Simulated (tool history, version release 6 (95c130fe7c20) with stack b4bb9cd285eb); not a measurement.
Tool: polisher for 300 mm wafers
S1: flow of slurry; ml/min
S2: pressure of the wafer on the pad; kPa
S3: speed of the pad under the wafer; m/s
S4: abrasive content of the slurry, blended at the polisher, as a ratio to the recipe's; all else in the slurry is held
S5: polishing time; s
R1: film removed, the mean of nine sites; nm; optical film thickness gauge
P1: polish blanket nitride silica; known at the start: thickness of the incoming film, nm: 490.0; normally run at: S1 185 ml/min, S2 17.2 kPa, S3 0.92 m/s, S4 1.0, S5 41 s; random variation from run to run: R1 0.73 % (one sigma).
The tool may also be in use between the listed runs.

run 1 hour=3.6 | S1=185 S2=17.2 S3=0.92 S4=1.0 S5=41 | R1=14.4800
run 2 hour=6.5 | S1=140 S2=21.4 S3=0.92 S4=1.0 S5=41 | R1=17.0150
run 3 hour=11.5 | S1=185 S2=8.3 S3=0.92 S4=1.0 S5=41 | R1=6.9835
run 4 hour=15.1 | S1=110 S2=17.2 S3=0.92 S4=1.0 S5=41 | R1=13.1200
-- hour=15.9 head pressure recalibrated
run 5 hour=18.6 | S1=185 S2=17.2 S3=0.92 S4=1.0 S5=64 | R1=22.9990
run 6 hour=22.4 | S1=185 S2=17.2 S3=0.92 S4=1.0 S5=19 | R1=6.7110
run 7 hour=28.2 | S1=185 S2=17.2 S3=0.92 S4=1.0 S5=41 | R1=14.6240
run 8 hour=32.8 | S1=185 S2=17.2 S3=0.92 S4=1.0 S5=41 | R1=14.6100
run 9 hour=36.7 | S1=185 S2=26.9 S3=0.92 S4=1.0 S5=41 | R1=22.6170
run 10 hour=39.7 | S1=185 S2=17.2 S3=0.92 S4=1.0 S5=41 | R1=14.3830
run 11 hour=45.3 | S1=185 S2=17.2 S3=1.28 S4=1.0 S5=26 | R1=12.0500
run 12 hour=49.2 | S1=185 S2=17.2 S3=0.92 S4=1.4 S5=41 | R1=16.4900
run 13 hour=54.6 | S1=185 S2=17.2 S3=0.92 S4=0.5 S5=41 | R1=9.8641
run 14 hour=57.5 | S1=290 S2=17.2 S3=0.92 S4=1.0 S5=41 | R1=15.3360
run 15 hour=62.8 | S1=185 S2=17.2 S3=1.34 S4=1.0 S5=41 | R1=19.5830
run 16 hour=67.7 | S1=185 S2=17.2 S3=0.92 S4=1.0 S5=41 | R1=14.5140
run 17 hour=72.4 | S1=185 S2=17.2 S3=0.44 S4=1.0 S5=41 | R1=8.0198
run 18 hour=77.3 | S1=185 S2=17.2 S3=0.92 S4=1.0 S5=41 | R1=14.6910
run 19 hour=80.2 | S1=185 S2=17.2 S3=0.92 S4=1.0 S5=41 | R1=14.6880
run 20 hour=83.6 | S1=185 S2=17.2 S3=0.92 S4=1.0 S5=41 | R1=13.9740
run 21 hour=89.4 | S1=185 S2=17.2 S3=0.92 S4=1.0 S5=41 | R1=13.8000
run 22 hour=94.7 | S1=185 S2=17.2 S3=0.92 S4=1.0 S5=41 | R1=13.5740
run 23 hour=99.5 | S1=185 S2=17.2 S3=0.92 S4=1.0 S5=41 | R1=13.2600
-- hour=100.3 head pressure recalibrated
-- hour=104.8 conditioning disc replaced and pad reconditioned
run 24 hour=105.2 | S1=185 S2=17.2 S3=0.92 S4=1.0 S5=41 | R1=13.1610

The next listed run, before its measurement:
run 25 hour=108.5 | S1=185 S2=17.2 S3=0.92 S4=1.0 S5=41 | R1=?

R1: 13.1600 nm

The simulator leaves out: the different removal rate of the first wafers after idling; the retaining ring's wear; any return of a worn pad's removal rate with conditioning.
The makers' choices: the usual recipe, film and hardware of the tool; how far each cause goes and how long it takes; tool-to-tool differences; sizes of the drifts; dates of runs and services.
